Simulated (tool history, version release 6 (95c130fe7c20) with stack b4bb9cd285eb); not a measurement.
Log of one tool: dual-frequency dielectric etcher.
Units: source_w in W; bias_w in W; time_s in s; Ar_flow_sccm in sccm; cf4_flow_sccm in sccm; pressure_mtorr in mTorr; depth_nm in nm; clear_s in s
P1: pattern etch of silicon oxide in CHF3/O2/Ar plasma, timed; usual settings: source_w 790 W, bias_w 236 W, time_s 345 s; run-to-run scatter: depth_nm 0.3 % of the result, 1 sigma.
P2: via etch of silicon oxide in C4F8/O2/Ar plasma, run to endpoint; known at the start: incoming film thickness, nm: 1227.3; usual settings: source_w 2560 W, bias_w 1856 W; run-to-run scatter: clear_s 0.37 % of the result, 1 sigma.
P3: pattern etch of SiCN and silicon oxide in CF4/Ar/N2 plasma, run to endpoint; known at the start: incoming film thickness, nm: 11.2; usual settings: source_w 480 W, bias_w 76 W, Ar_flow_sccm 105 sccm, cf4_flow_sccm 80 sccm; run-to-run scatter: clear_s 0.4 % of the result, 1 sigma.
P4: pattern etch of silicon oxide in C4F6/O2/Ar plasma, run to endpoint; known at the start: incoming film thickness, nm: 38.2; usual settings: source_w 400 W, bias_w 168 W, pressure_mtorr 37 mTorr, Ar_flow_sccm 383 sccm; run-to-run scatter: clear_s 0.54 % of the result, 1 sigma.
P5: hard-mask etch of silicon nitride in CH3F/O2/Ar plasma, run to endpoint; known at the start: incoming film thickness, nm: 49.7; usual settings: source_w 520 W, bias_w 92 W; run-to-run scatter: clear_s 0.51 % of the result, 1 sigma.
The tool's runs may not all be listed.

run	day	process	source_w	bias_w	time_s	Ar_flow_sccm	cf4_flow_sccm	pressure_mtorr	depth_nm	clear_s
1	0.229	P1	790	236	345				847.74	
2	0.542	P3	480	76		105	80			12.109
3	0.783	P3	480	76		134	80			12.545
4	1.017	P3	290	76		105	80			19.026
5	1.258	P4	400	168		383		37		12.952
6	1.454	P1	790	192	345				795.51	
7	1.738	P5	620	92						56.294
# day 1.754: source power generator calibrated
8	2.083	P1	980	236	345				928.96	
9	2.25	P3	480	76		105	103			11.719
10	2.462	P2	2560	2307						204.94
11	2.762	P4	400	212		383		37		11.98
12	2.942	P4	400	168		383		26.5		12.455
13	3.183	P5	520	92						59.791
14	3.483	P1	790	236	345				852.23	
15	3.654	P5	520	124						53.769
16	3.896	P1	790	236	237.5				588.63	
17	4.075	P4	300	168		383		37		14.4
18	4.283	P1	1010	236	440.5				1188.4	
19	4.642	P3	480	60		105	80			13.2
20	4.821	P1	790	236	345				848.88	
21	5.025	P3	480	76		105	80			12.134
22	5.279	P1	790	315	345				944.15	
23	5.596	P2	3610	1856						189.38
24	5.929	P1	790	236	445				1099.3	
25	6.117	P1	790	236	345				847.71	
26	6.467	P2	2560	1856						217.96
27	6.646	P4	400	168		269		37		12.473
28	6.942	P1	570	236	345				745.8	
29	7.238	P1	790	236	345				850.2	
30	7.604	P1	790	236	345				838.25	
31	7.912	P1	790	236	345				833.93	
32	8.108	P1	790	236	345				837.07	
# day 8.304: wet clean of the chamber
33	8.371	P1	790	236	345				840.01	
34	8.683	P1	790	236	345				838.72	
35	8.875	P1	790	236	345				834.18	
36	9.092	P1	790	236	345				838.28	
37	9.321	P1	790	236	345				833.06	

What P1 gives has crept away from where it was. These 2 causes fit the log equally well, each at the size given:
A: source power that arrives under what is set, % = 3.85
B: bias power that arrives under what is set, % = 4.2
The creep began at about day 7.238.
Why every other cause is out:
chamber walls in a state that lowers the etch rate, %: serviced at day 8.304, which brought nothing back

4 check runs are offered, each on 2 wafers whose results are averaged, their results left as question marks. Which one tells the causes apart?
check 1	9.55	P5	520	92						?
check 2	9.55	P2	2560	1856						?
check 3	9.55	P3	480	76		105	80			?
check 4	9.55	P4	400	168		383		37		?

What each check would give under each cause:
check	result	if A	if B
check 1	clear_s	60.251	60.275
check 2	clear_s	221.03	220.13
check 3	clear_s	12.613	12.359
check 4	clear_s	13.205	13.178
How far apart the two closest causes lie, in the result that separates them most: check 1 0.04 %; check 2 0.41 %; check 3 2.03 %; check 4 0.21 %
Only check 3 tells the causes apart: in the others they would give nearly the same result.

Check 3 was then run and gave: clear_s 12.608 s. Which cause is it?

It is A: source power that arrives under what is set, %.
